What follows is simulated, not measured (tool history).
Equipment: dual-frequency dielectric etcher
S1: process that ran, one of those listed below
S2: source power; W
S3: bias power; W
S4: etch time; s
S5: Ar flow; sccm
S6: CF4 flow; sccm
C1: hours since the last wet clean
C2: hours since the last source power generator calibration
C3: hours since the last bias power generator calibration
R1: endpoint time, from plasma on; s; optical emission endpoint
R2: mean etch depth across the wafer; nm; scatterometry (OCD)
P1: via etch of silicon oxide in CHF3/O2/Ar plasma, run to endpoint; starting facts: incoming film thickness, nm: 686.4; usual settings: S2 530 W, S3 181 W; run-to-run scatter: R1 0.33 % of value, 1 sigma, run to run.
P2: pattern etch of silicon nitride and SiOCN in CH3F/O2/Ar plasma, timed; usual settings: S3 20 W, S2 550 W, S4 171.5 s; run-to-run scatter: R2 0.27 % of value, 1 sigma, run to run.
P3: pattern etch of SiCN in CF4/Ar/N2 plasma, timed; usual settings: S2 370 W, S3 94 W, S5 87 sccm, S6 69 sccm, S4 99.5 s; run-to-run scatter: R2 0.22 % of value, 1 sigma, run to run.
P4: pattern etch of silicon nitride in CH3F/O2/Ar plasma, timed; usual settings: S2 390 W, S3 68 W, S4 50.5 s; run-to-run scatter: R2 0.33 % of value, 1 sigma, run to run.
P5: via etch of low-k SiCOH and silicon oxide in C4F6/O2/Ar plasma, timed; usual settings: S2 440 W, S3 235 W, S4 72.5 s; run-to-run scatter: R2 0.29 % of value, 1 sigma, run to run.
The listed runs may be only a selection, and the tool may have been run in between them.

run,hour,S1,S2,S3,S4,S5,S6,C1,C2,C3,R1,R2
1,8.1,P1,530,181,,,,260.7,338.1,1206.1,361.85,
2,14.5,P2,550,20,224.0,,,267.1,344.5,1212.5,,31.136
3,18.3,P1,730,115,,,,270.9,348.3,1216.3,370.47,
4,23.3,P5,440,235,72.5,,,275.9,353.3,1221.3,,230.590
5,27.9,P4,390,68,29.5,,,280.5,357.9,1225.9,,20.695
6,32.6,P4,390,68,50.5,,,285.2,362.6,1230.6,,35.357
7,38.7,P1,530,181,,,,291.3,368.7,1236.7,363.62,
8,47.5,P3,370,132,99.5,87,69,300.1,377.5,1245.5,,91.407
9,54.6,P2,360,20,171.5,,,307.2,384.6,1252.6,,20.494
10,61.5,P3,370,94,99.5,87,49,314.1,391.5,1259.5,,76.546
11,69.0,P1,530,181,,,,321.6,399.0,1267.0,362.72,
12,77.8,P4,550,68,50.5,,,330.4,407.8,1275.8,,40.755
13,84.4,P3,370,94,99.5,87,69,337.0,414.4,1282.4,,80.175
14,88.6,P5,340,235,72.5,,,341.2,418.6,1286.6,,208.810
15,95.2,P1,530,181,,,,347.8,425.2,1293.2,361.48,
16,102.9,P5,440,235,42.5,,,355.5,432.9,1300.9,,135.080
17,107.8,P1,530,252,,,,360.4,437.8,1305.8,323.23,
18,115.5,P5,440,149,72.5,,,368.1,445.5,1313.5,,199.360
19,121.8,P1,320,181,,,,374.4,451.8,1319.8,439.08,
20,125.8,P1,430,243,,,,378.4,455.8,1323.8,353.47,
21,130.9,P3,370,94,99.5,52,69,383.5,460.9,1328.9,,85.473
22,136.9,P3,370,94,99.5,87,69,389.5,466.9,1334.9,,80.088
23,141.0,P1,690,181,,,,393.6,471.0,1339.0,326.92,
24,145.6,P2,550,26,171.5,,,398.2,475.6,1343.6,,26.742
25,150.9,P2,550,20,171.5,,,403.5,480.9,1348.9,,23.823
26,158.2,P3,250,94,99.5,87,69,410.8,488.2,1356.2,,57.188
27,166.1,P5,440,235,72.5,,,418.7,496.1,1364.1,,230.740
28,171.7,P1,530,134,,,,424.3,501.7,1369.7,398.43,
29,178.9,P1,340,149,,,,431.5,508.9,1376.9,458.72,
30,186.8,P4,390,44,50.5,,,439.4,516.8,1384.8,,30.774
31,195.3,P1,530,181,,,,447.9,525.3,1393.3,362.42,
32,199.3,P3,370,94,138.5,87,69,451.9,529.3,1397.3,,112.100
33,205.6,P1,530,181,,,,458.2,535.6,1403.6,361.61,
34,211.5,P1,530,181,,,,464.1,541.5,1409.5,365.76,
35,219.3,P1,530,181,,,,471.9,549.3,1417.3,368.02,
36,226.8,P1,530,181,,,,479.4,556.8,1424.8,366.05,
# hour 231.9: wet clean of the chamber
37,232.9,P1,530,181,,,,1.0,562.9,1430.9,368.10,
38,239.8,P1,530,181,,,,7.9,569.8,1437.8,366.46,
39,244.5,P1,530,181,,,,12.6,574.5,1442.5,369.16,

The output of P1 has drifted from where it used to be. Each of the 2 causes below, taken at the size shown beside it, accounts for the log equally well:
A: source power that arrives under what is set, % = 4.19
B: bias power that arrives under what is set, % = 4.71
The onset of the drift is placed at about hour 205.6.
Each remaining cause and why it is not a fit:
chamber walls in a state that lowers the etch rate, %: serviced at hour 231.9, which brought nothing back

Which of the 4 check runs listed below separates the causes, so that each cause would produce a clearly different result? Each run uses one wafer, and its results are marked with question marks.
check 1,249.2,P4,540,44,50.5,,,,,,,?
check 2,249.2,P3,270,94,99.5,59,69,,,,,?
check 3,249.2,P5,440,164,72.5,,,,,,,?
check 4,249.2,P2,420,20,171.5,,,,,,,?

Outcome of each check run for each possible cause:
check,result,if A,if B
check 1,R2,34.536,34.638
check 2,R2,61.538,62.813
check 3,R2,201.550,201.960
check 4,R2,21.416,21.292
Smallest distance between any two causes, each pair judged by its most separating result, in per cent: check 1 0.3 %; check 2 2.05 %; check 3 0.21 %; check 4 0.58 %
Only check 2 tells the causes apart: in the others they would give nearly the same result.

The results of check 2 are: R2 61.687 nm. Based on these, which of the listed causes is it?

Of the candidate causes, it is A: source power that arrives under what is set, %.
